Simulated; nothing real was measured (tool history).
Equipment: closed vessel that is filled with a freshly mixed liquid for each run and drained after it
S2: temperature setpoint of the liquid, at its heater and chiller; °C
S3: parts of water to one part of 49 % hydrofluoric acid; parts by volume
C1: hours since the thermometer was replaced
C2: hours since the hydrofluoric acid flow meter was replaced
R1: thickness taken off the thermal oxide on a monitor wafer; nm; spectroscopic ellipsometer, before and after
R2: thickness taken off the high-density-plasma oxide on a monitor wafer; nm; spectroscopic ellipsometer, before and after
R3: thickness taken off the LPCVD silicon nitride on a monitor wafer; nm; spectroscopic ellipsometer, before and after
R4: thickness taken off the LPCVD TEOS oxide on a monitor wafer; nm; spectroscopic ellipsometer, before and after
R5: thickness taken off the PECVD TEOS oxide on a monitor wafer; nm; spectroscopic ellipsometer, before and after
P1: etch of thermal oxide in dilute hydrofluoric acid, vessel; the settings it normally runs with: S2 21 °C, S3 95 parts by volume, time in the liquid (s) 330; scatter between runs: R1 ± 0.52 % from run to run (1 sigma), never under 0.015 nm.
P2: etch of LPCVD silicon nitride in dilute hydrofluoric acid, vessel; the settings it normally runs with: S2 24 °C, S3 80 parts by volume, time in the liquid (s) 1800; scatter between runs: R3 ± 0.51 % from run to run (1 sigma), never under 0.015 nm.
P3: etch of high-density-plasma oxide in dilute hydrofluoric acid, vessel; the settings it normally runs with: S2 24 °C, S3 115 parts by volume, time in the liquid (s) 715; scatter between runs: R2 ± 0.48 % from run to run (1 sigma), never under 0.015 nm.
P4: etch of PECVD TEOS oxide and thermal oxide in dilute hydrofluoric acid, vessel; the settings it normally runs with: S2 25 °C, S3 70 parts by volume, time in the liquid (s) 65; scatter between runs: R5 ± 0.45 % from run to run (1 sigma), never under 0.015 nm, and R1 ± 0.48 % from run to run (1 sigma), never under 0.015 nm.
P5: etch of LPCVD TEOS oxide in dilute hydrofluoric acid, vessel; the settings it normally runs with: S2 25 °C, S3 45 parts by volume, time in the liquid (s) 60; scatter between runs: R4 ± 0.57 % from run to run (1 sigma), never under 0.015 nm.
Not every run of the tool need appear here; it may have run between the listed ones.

{"run": 1, "day": 0.525, "process that ran": "P1", "S2": 21, "S3": 95, "time in the liquid (s)": 330, "C1": 810.9, "C2": 532.4, "R1": 14.517}
{"run": 2, "day": 0.967, "process that ran": "P1", "S2": 21, "S3": 95, "time in the liquid (s)": 580, "C1": 821.5, "C2": 543, "R1": 25.283}
{"run": 3, "day": 1.417, "process that ran": "P3", "S2": 24, "S3": 175, "time in the liquid (s)": 715, "C1": 832.3, "C2": 553.8, "R2": 33.16}
{"run": 4, "day": 1.771, "process that ran": "P2", "S2": 24, "S3": 120, "time in the liquid (s)": 1800, "C1": 840.8, "C2": 562.3, "R3": 8.1343}
{"run": 5, "day": 2.217, "process that ran": "P5", "S2": 25, "S3": 20, "time in the liquid (s)": 60, "C1": 851.5, "C2": 573, "R4": 103.24}
{"run": 6, "day": 2.562, "process that ran": "P1", "S2": 21, "S3": 95, "time in the liquid (s)": 330, "C1": 859.8, "C2": 581.3, "R1": 14.326}
{"run": 7, "day": 3.308, "process that ran": "P4", "S2": 25, "S3": 45, "time in the liquid (s)": 65, "C1": 877.7, "C2": 599.2, "R1": 7.0402, "R5": 32.776}
{"run": 8, "day": 3.9, "process that ran": "P1", "S2": 21, "S3": 45, "time in the liquid (s)": 590, "C1": 891.9, "C2": 613.4, "R1": 58.633}
{"run": 9, "day": 4.542, "process that ran": "P2", "S2": 24, "S3": 80, "time in the liquid (s)": 1800, "C1": 907.3, "C2": 628.8, "R3": 12.076}
{"run": 10, "day": 5.058, "process that ran": "P1", "S2": 21, "S3": 95, "time in the liquid (s)": 330, "C1": 919.7, "C2": 641.2, "R1": 14.497}
{"run": 11, "day": 5.617, "process that ran": "P1", "S2": 26.5, "S3": 95, "time in the liquid (s)": 330, "C1": 933.1, "C2": 654.6, "R1": 18.203}
{"run": 12, "day": 6.162, "process that ran": "P4", "S2": 25, "S3": 70, "time in the liquid (s)": 115, "C1": 946.2, "C2": 667.7, "R1": 7.7991, "R5": 35.9}
{"run": 13, "day": 6.792, "process that ran": "P1", "S2": 21, "S3": 95, "time in the liquid (s)": 330, "C1": 961.3, "C2": 682.8, "R1": 14.585}
{"run": 14, "day": 7.442, "process that ran": "P2", "S2": 24, "S3": 80, "time in the liquid (s)": 1800, "C1": 976.9, "C2": 698.4, "R3": 12.009}
{"day": 8.062, "done": "hydrofluoric acid flow meter replaced"}
{"run": 15, "day": 8.112, "process that ran": "P1", "S2": 17, "S3": 95, "time in the liquid (s)": 330, "C1": 993, "C2": 1.3, "R1": 12.365}
{"run": 16, "day": 8.875, "process that ran": "P4", "S2": 25, "S3": 70, "time in the liquid (s)": 65, "C1": 1011.3, "C2": 19.6, "R1": 4.4275, "R5": 20.3}
{"run": 17, "day": 9.392, "process that ran": "P5", "S2": 25, "S3": 45, "time in the liquid (s)": 30, "C1": 1023.7, "C2": 32, "R4": 22.186}
{"run": 18, "day": 9.946, "process that ran": "P2", "S2": 29, "S3": 80, "time in the liquid (s)": 1800, "C1": 1037, "C2": 45.3, "R3": 16.565}
{"run": 19, "day": 10.462, "process that ran": "P3", "S2": 29, "S3": 115, "time in the liquid (s)": 715, "C1": 1049.4, "C2": 57.7, "R2": 65.849}
{"run": 20, "day": 10.929, "process that ran": "P5", "S2": 17.5, "S3": 45, "time in the liquid (s)": 60, "C1": 1060.6, "C2": 68.9, "R4": 32.008}
{"run": 21, "day": 11.342, "process that ran": "P1", "S2": 21, "S3": 95, "time in the liquid (s)": 50, "C1": 1070.5, "C2": 78.8, "R1": 2.1843}
{"run": 22, "day": 11.771, "process that ran": "P1", "S2": 21, "S3": 95, "time in the liquid (s)": 330, "C1": 1080.8, "C2": 89.1, "R1": 14.63}
{"run": 23, "day": 12.262, "process that ran": "P4", "S2": 32, "S3": 70, "time in the liquid (s)": 65, "C1": 1092.6, "C2": 100.9, "R1": 5.8287, "R5": 26.759}
{"run": 24, "day": 12.767, "process that ran": "P3", "S2": 24, "S3": 115, "time in the liquid (s)": 715, "C1": 1104.7, "C2": 113, "R2": 53.942}
{"run": 25, "day": 13.279, "process that ran": "P3", "S2": 24, "S3": 115, "time in the liquid (s)": 715, "C1": 1117, "C2": 125.3, "R2": 53.555}
{"run": 26, "day": 13.858, "process that ran": "P5", "S2": 25, "S3": 45, "time in the liquid (s)": 60, "C1": 1130.9, "C2": 139.2, "R4": 44.241}
{"run": 27, "day": 14.358, "process that ran": "P1", "S2": 21, "S3": 50, "time in the liquid (s)": 330, "C1": 1142.9, "C2": 151.2, "R1": 28.911}
{"run": 28, "day": 15.067, "process that ran": "P1", "S2": 21, "S3": 175, "time in the liquid (s)": 330, "C1": 1159.9, "C2": 168.2, "R1": 7.1813}
{"run": 29, "day": 15.633, "process that ran": "P2", "S2": 24, "S3": 80, "time in the liquid (s)": 3535, "C1": 1173.5, "C2": 181.8, "R3": 23.942}
{"run": 30, "day": 16.171, "process that ran": "P1", "S2": 21, "S3": 95, "time in the liquid (s)": 330, "C1": 1186.4, "C2": 194.7, "R1": 14.534}
{"run": 31, "day": 16.854, "process that ran": "P3", "S2": 24, "S3": 115, "time in the liquid (s)": 150, "C1": 1202.8, "C2": 211.1, "R2": 11.452}
{"run": 32, "day": 17.571, "process that ran": "P1", "S2": 21, "S3": 95, "time in the liquid (s)": 330, "C1": 1220, "C2": 228.3, "R1": 14.508}
{"run": 33, "day": 18.342, "process that ran": "P1", "S2": 21, "S3": 95, "time in the liquid (s)": 330, "C1": 1238.5, "C2": 246.8, "R1": 13.893}
{"run": 34, "day": 18.75, "process that ran": "P1", "S2": 21, "S3": 95, "time in the liquid (s)": 330, "C1": 1248.3, "C2": 256.6, "R1": 13.671}
{"run": 35, "day": 19.425, "process that ran": "P1", "S2": 21, "S3": 95, "time in the liquid (s)": 330, "C1": 1264.5, "C2": 272.8, "R1": 13.422}
{"run": 36, "day": 19.95, "process that ran": "P1", "S2": 21, "S3": 95, "time in the liquid (s)": 330, "C1": 1277.1, "C2": 285.4, "R1": 13.359}
{"run": 37, "day": 20.367, "process that ran": "P1", "S2": 21, "S3": 95, "time in the liquid (s)": 330, "C1": 1287.1, "C2": 295.4, "R1": 13.259}
{"run": 38, "day": 20.95, "process that ran": "P1", "S2": 21, "S3": 95, "time in the liquid (s)": 330, "C1": 1301.1, "C2": 309.4, "R1": 13.212}
{"run": 39, "day": 21.358, "process that ran": "P1", "S2": 21, "S3": 95, "time in the liquid (s)": 330, "C1": 1310.9, "C2": 319.2, "R1": 13.13}
{"run": 40, "day": 21.775, "process that ran": "P1", "S2": 21, "S3": 95, "time in the liquid (s)": 330, "C1": 1320.9, "C2": 329.2, "R1": 13.185}
{"run": 41, "day": 22.25, "process that ran": "P1", "S2": 21, "S3": 95, "time in the liquid (s)": 330, "C1": 1332.3, "C2": 340.6, "R1": 13.129}
{"run": 42, "day": 22.792, "process that ran": "P1", "S2": 21, "S3": 95, "time in the liquid (s)": 330, "C1": 1345.3, "C2": 353.6, "R1": 13.078}

The output of P1 has drifted from where it used to be. Each of the 2 causes below, taken at the size shown beside it, accounts for the log equally well:
A: hydrofluoric acid flow below the setpoint (%) = 8.05
B: liquid colder than its thermometer reads (K) = 2.27
Onset of the creep was near day 17.571.

Consider the 4 single-wafer check runs listed below, results given as question marks: which one distinguishes between the causes by giving clearly different results for each?
{"run": "check 1", "day": 23.333, "process that ran": "P4", "S2": 25, "S3": 45, "time in the liquid (s)": 65, "R1": "?", "R5": "?"}
{"run": "check 2", "day": 23.333, "process that ran": "P3", "S2": 28, "S3": 115, "time in the liquid (s)": 330, "R2": "?"}
{"run": "check 3", "day": 23.333, "process that ran": "P5", "S2": 18, "S3": 25, "time in the liquid (s)": 60, "R4": "?"}
{"run": "check 4", "day": 23.333, "process that ran": "P2", "S2": 29, "S3": 120, "time in the liquid (s)": 1800, "R3": "?"}

Predicted outcomes, by check and by cause:
check=check_1 result=R1 if_A=6.5187 if_B=6.4889
check=check_1 result=R5 if_A=30.013 if_B=29.876
check=check_2 result=R2 if_A=26.448 if_B=26.728
check=check_3 result=R4 if_A=55.531 if_B=54.756
check=check_4 result=R3 if_A=10.209 if_B=9.6241
Gap, in per cent, between the two causes that each check separates least, read from the result that separates them most: check 1 0.46 %; check 2 1.05 %; check 3 1.4 %; check 4 5.9 %
Only check 4 tells the causes apart: in the others they would give nearly the same result.

Then check 4 was run and gave: R3 10.162 nm. Which cause is it?

The cause is A: hydrofluoric acid flow below the setpoint (%).
